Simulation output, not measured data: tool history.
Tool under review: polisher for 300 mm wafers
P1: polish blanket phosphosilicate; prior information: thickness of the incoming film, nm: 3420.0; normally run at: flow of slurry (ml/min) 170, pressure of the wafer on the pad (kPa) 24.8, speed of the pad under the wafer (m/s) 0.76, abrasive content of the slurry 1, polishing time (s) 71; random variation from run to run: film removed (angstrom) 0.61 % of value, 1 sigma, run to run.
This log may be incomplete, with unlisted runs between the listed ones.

run,day,flow of slurry (ml/min),pressure of the wafer on the pad (kPa),speed of the pad under the wafer (m/s),abrasive content of the slurry,polishing time (s),wafers polished on this pad,hours since the slurry nozzle was cleaned,hours since the head pressure was calibrated,hours since the slurry blender was calibrated,hours since the conditioning disc was replaced,film removed (angstrom)
1,0.192,170,24.8,0.76,1,71,871,44.8,853.8,126.5,143.6,4833.6
2,0.379,170,24.8,0.76,1,32,929,49.3,858.3,131,148.1,2171.7
3,0.529,270,24.8,0.76,1,71,975,52.9,861.9,134.6,151.7,5142.7
4,0.742,170,24.8,0.4,0.7,71,1040,58,867,139.7,156.8,2413.5
5,1.025,125,24.8,0.76,1,71,1127,64.8,873.8,146.5,163.6,4557.6
6,1.342,170,35.2,0.76,1.4,71,1224,72.4,881.4,154.1,171.2,7910.2
7,1.588,170,24.8,0.76,1,71,1299,78.3,887.3,160,177.1,4882.1
8,1.892,170,24.8,0.76,1,99,1392,85.6,894.6,167.3,184.4,6742.3
9,2.088,170,24.8,0.76,1,71,1452,90.3,899.3,172,189.1,4818.2
10,2.283,170,37.9,0.76,1,71,1512,95,904,176.7,193.8,7428
11,2.45,170,24.8,0.76,1.35,71,1563,99,908,180.7,197.8,5565.1
12,2.65,170,24.8,1.18,1,71,1624,103.8,912.8,185.5,202.6,6939
# day 2.825: slurry nozzle cleaned
13,2.888,170,24.8,0.36,1,71,1697,1.6,918.5,191.2,208.3,2667.6
14,3.133,170,24.8,0.76,1,71,1773,7.5,924.4,197.1,214.2,4855.3

Predict the results of run 15:
15,3.383,170,24.8,0.76,1,71,1849,13.5,930.4,203.1,220.2,?

Run 15 gave film removed (angstrom) 4820.8.

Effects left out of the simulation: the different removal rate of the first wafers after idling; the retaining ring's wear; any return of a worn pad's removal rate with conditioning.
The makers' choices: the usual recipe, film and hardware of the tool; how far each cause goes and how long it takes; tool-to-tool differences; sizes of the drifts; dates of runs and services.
